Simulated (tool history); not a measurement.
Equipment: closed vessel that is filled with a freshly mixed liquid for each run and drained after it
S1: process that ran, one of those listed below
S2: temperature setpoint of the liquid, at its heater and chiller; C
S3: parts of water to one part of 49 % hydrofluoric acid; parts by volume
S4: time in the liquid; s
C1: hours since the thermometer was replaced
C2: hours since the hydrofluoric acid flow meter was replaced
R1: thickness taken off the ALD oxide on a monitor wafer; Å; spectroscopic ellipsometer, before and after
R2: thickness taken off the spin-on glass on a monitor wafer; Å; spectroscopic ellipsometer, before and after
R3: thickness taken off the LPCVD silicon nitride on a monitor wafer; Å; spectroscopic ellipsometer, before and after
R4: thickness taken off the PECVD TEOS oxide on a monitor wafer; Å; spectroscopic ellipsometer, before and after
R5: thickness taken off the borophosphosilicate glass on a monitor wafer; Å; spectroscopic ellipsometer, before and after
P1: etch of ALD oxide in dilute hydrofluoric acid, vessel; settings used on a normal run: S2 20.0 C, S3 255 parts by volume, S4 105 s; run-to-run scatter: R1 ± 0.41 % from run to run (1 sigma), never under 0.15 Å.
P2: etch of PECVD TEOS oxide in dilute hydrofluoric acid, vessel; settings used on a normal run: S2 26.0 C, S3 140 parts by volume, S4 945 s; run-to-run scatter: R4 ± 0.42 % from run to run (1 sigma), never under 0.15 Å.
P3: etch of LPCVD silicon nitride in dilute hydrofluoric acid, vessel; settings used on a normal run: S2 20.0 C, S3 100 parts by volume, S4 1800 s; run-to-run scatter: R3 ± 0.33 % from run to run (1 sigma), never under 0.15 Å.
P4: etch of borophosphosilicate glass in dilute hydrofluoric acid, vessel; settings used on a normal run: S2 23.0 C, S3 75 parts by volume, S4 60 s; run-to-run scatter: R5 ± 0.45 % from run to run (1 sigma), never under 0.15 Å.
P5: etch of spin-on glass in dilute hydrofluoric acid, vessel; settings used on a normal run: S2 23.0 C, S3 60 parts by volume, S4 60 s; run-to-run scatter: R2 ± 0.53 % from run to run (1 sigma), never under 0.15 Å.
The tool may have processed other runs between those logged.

| run | hour | S1 | S2 | S3 | S4 | C1 | C2 | R1 | R2 | R3 | R4 | R5 |
|---|---|---|---|---|---|---|---|---|---|---|---|---|
| 1 | 5.3 | P1 | 20.0 | 255 | 105 | 1809.0 | 164.9 | 93.277 |  |  |  |  |
| 2 | 10.1 | P1 | 20.0 | 360 | 105 | 1813.8 | 169.7 | 60.738 |  |  |  |  |
| 3 | 16.8 | P5 | 27.0 | 60 | 60 | 1820.5 | 176.4 |  | 396.68 |  |  |  |
| 4 | 23.6 | P1 | 20.0 | 255 | 50 | 1827.3 | 183.2 | 44.166 |  |  |  |  |
| 5 | 28.3 | P5 | 23.0 | 110 | 60 | 1832.0 | 187.9 |  | 172.48 |  |  |  |
| 6 | 32.9 | P3 | 20.0 | 100 | 1800 | 1836.6 | 192.5 |  |  | 67.853 |  |  |
| 7 | 39.7 | P1 | 17.0 | 255 | 105 | 1843.4 | 199.3 | 83.195 |  |  |  |  |
| 8 | 45.8 | P2 | 26.0 | 140 | 945 | 1849.5 | 205.4 |  |  |  | 597.59 |  |
| 9 | 51.6 | P1 | 25.0 | 255 | 50 | 1855.3 | 211.2 | 53.567 |  |  |  |  |
| 10 | 55.6 | P3 | 25.5 | 100 | 1800 | 1859.3 | 215.2 |  |  | 97.242 |  |  |
| 11 | 61.2 | P1 | 24.5 | 255 | 105 | 1864.9 | 220.8 | 110.460 |  |  |  |  |
| 12 | 68.0 | P5 | 23.0 | 60 | 60 | 1871.7 | 227.6 |  | 337.84 |  |  |  |
| 13 | 74.7 | P4 | 29.5 | 75 | 60 | 1878.4 | 234.3 |  |  |  |  | 737.63 |
| 14 | 80.7 | P4 | 23.0 | 75 | 60 | 1884.4 | 240.3 |  |  |  |  | 571.37 |
| 15 | 88.2 | P5 | 23.0 | 60 | 60 | 1891.9 | 247.8 |  | 339.17 |  |  |  |
| 16 | 95.4 | P1 | 20.0 | 255 | 180 | 1899.1 | 255.0 | 160.030 |  |  |  |  |
| 17 | 100.1 | P2 | 32.0 | 140 | 945 | 1903.8 | 259.7 |  |  |  | 743.57 |  |
| 18 | 104.1 | P3 | 20.0 | 100 | 3470 | 1907.8 | 263.7 |  |  | 130.970 |  |  |
| 19 | 110.4 | P1 | 20.0 | 255 | 105 | 1914.1 | 270.0 | 93.188 |  |  |  |  |
| 20 | 116.4 | P4 | 23.0 | 75 | 30 | 1920.1 | 276.0 |  |  |  |  | 284.79 |
| 21 | 121.8 | P1 | 20.0 | 255 | 105 | 1925.5 | 281.4 | 93.466 |  |  |  |  |
| 22 | 127.4 | P1 | 20.0 | 255 | 105 | 1931.1 | 287.0 | 93.624 |  |  |  |  |
| 23 | 131.3 | P2 | 26.0 | 245 | 945 | 1935.0 | 290.9 |  |  |  | 303.45 |  |
| 24 | 135.2 | P1 | 20.0 | 110 | 105 | 1938.9 | 294.8 | 248.820 |  |  |  |  |
| 25 | 141.8 | P3 | 20.0 | 25 | 1800 | 1945.5 | 301.4 |  |  | 259.320 |  |  |
| 26 | 148.0 | P2 | 26.0 | 140 | 1890 | 1951.7 | 307.6 |  |  |  | 1200.60 |  |
| 27 | 155.1 | P4 | 23.0 | 75 | 60 | 1958.8 | 314.7 |  |  |  |  | 566.46 |
| 28 | 160.6 | P1 | 27.0 | 115 | 105 | 1964.3 | 320.2 | 315.210 |  |  |  |  |
| 29 | 167.0 | P4 | 23.0 | 120 | 60 | 1970.7 | 326.6 |  |  |  |  | 338.06 |
| 30 | 170.5 | P2 | 26.0 | 140 | 945 | 1974.2 | 330.1 |  |  |  | 598.72 |  |
| 31 | 175.6 | P5 | 23.0 | 60 | 120 | 1979.3 | 335.2 |  | 673.23 |  |  |  |
| 32 | 180.1 | P3 | 20.0 | 100 | 1800 | 1983.8 | 339.7 |  |  | 67.378 |  |  |
| 33 | 186.5 | P1 | 20.0 | 255 | 105 | 1990.2 | 346.1 | 93.321 |  |  |  |  |
| 34 | 192.7 | P1 | 20.0 | 255 | 105 | 1996.4 | 352.3 | 93.156 |  |  |  |  |
| 35 | 196.1 | P1 | 20.0 | 255 | 105 | 1999.8 | 355.7 | 95.087 |  |  |  |  |
| 36 | 200.8 | P1 | 20.0 | 255 | 105 | 2004.5 | 360.4 | 96.693 |  |  |  |  |
| 37 | 204.4 | P1 | 20.0 | 255 | 105 | 2008.1 | 364.0 | 97.758 |  |  |  |  |
| 38 | 211.1 | P1 | 20.0 | 255 | 105 | 2014.8 | 370.7 | 98.846 |  |  |  |  |
| 39 | 217.7 | P1 | 20.0 | 255 | 105 | 2021.4 | 377.3 | 98.583 |  |  |  |  |
| 40 | 221.9 | P1 | 20.0 | 255 | 105 | 2025.6 | 381.5 | 99.175 |  |  |  |  |
| 41 | 225.8 | P1 | 20.0 | 255 | 105 | 2029.5 | 385.4 | 99.201 |  |  |  |  |
| 42 | 231.8 | P1 | 20.0 | 255 | 105 | 2035.5 | 391.4 | 99.046 |  |  |  |  |

Something has made what P1 gives creep away from where it was; the 2 causes below, each at its own stated size, fit the log equally well:
A: hydrofluoric acid flow above the setpoint (%) = 5.33
B: liquid hotter than its thermometer reads (K) = 1.73
The process output started creeping at around hour 192.7.

Question marks stand in for the results of the 4 check runs listed below, each run on one wafer. Under which run would the listed causes show clearly different results?
| check 1 | 237.8 | P2 | 30.0 | 210 | 945 |  |  |  |  |  | ? |  |
| check 2 | 237.8 | P3 | 20.0 | 40 | 2460 |  |  |  |  | ? |  |  |
| check 3 | 237.8 | P5 | 23.0 | 95 | 105 |  |  |  | ? |  |  |  |
| check 4 | 237.8 | P4 | 29.0 | 100 | 60 |  |  |  |  |  |  | ? |

What each check would give under each cause:
| check | result | if A | if B |
|---|---|---|---|
| check 1 | R4 | 451.55 | 448.77 |
| check 2 | R3 | 237.030 | 254.160 |
| check 3 | R2 | 378.58 | 382.80 |
| check 4 | R5 | 553.53 | 556.86 |
Distance between the nearest two causes, measured in the result of the check that separates them most: check 1 0.62 %; check 2 6.98 %; check 3 1.11 %; check 4 0.6 %
Check 2 is the one run that separates the causes; every other check would come out nearly the same whichever cause is at work.

Check 2 was then run and gave: R3 238.040 Å. Which cause is it?

It was cause A: hydrofluoric acid flow above the setpoint (%).
